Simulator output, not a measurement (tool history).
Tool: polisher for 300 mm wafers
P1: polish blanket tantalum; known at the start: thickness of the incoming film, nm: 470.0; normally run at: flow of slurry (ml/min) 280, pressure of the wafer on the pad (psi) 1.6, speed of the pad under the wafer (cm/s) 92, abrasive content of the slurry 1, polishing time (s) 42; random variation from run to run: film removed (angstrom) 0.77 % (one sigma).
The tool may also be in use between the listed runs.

run,hour,flow of slurry (ml/min),pressure of the wafer on the pad (psi),speed of the pad under the wafer (cm/s),abrasive content of the slurry,polishing time (s),wafers polished on this pad,hours since the slurry nozzle was cleaned,hours since the head pressure was calibrated,hours since the slurry blender was calibrated,film removed (angstrom)
1,13.4,280,1.6,92,1,42,670,88.7,148.6,268.2,434.74
2,26.6,280,1.6,92,0.55,42,868,101.9,161.8,281.4,355.27
3,33.4,280,0.7,92,1,42,971,108.7,168.6,288.2,193.14
4,44.1,280,1.6,92,1,42,1132,119.4,179.3,298.9,438.43
# hour 54.5: slurry nozzle cleaned
5,56.5,280,1.6,92,1,60,1318,2,191.7,311.3,630.04
6,63.9,280,1.6,92,1.25,42,1429,9.4,199.1,318.7,463.66
7,75.2,280,1.6,60,1,42,1599,20.7,210.4,330,286.77
8,89.2,280,1.6,92,1,26,1810,34.7,224.4,344,272.98
9,103.1,280,1.6,92,1.45,62,2019,48.6,238.3,357.9,711.69
10,116.3,280,1.6,144,1,42,2218,61.8,251.5,371.1,678.23
11,127.8,280,2.5,92,1,42,2391,73.3,263,382.6,680.43
# hour 135.5: slurry blender recalibrated
12,143.1,280,1.6,92,1,42,2621,88.6,278.3,7.7,437.11
13,157.2,415,1.6,92,1,42,2833,102.7,292.4,21.8,455.5
14,164.3,170,1.6,92,1,42,2940,109.8,299.5,28.9,406.46
15,178.7,280,1.6,92,1,42,3157,124.2,313.9,43.3,432.99
16,188.4,280,1.6,92,1,42,3302,133.9,323.6,53,438.7
17,200.4,280,1.6,92,1,42,3483,145.9,335.6,65,440.94
18,212.1,280,1.6,92,1,42,3659,157.6,347.3,76.7,423.98
19,224.2,280,1.6,92,1,42,3841,169.7,359.4,88.8,408.94
20,235.9,280,1.6,92,1,42,4017,181.4,371.1,100.5,406.76
# hour 242.9: worn pad replaced by a new one
# hour 244: slurry nozzle cleaned
21,248.5,280,1.6,92,1,42,84,4.5,383.7,113.1,408.68
22,261.4,280,1.6,92,1,42,278,17.4,396.6,126,402.17
23,274.1,280,1.6,92,1,42,469,30.1,409.3,138.7,399.99

What P1 gives has crept away from where it was. These 2 causes fit the log equally well, each at the size given:
A: head's pressure below its setpoint, % = 7.76
B: abrasive missing from the slurry, % = 22.7
The creep began at about hour 200.4.
Why every other cause is out:
removal rate lost through wear of the pad, %: serviced at hour 242.9, which brought nothing back
slurry flow missing at the pad, %: serviced at hour 244, which brought nothing back

4 check runs are offered, each on 3 wafers whose results are averaged, their results left as question marks. Which one tells the causes apart?
check 1,286.8,280,2.2,92,0.55,42,,,,,?
check 2,286.8,380,1.6,92,1,55,,,,,?
check 3,286.8,170,0.7,92,1,42,,,,,?
check 4,286.8,190,1.6,144,1,42,,,,,?

What each check would give under each cause:
check,result,if A,if B
check 1,film removed (angstrom),449.64,433.83
check 2,film removed (angstrom),542.03,542.15
check 3,film removed (angstrom),165.94,165.98
check 4,film removed (angstrom),603.49,603.62
How far apart the two closest causes lie, in the result that separates them most: check 1 3.58 %; check 2 0.02 %; check 3 0.02 %; check 4 0.02 %
Only check 1 tells the causes apart: in the others they would give nearly the same result.

Check 1 was then run and gave: film removed (angstrom) 430.85. Which cause is it?

It is B: abrasive missing from the slurry, %.
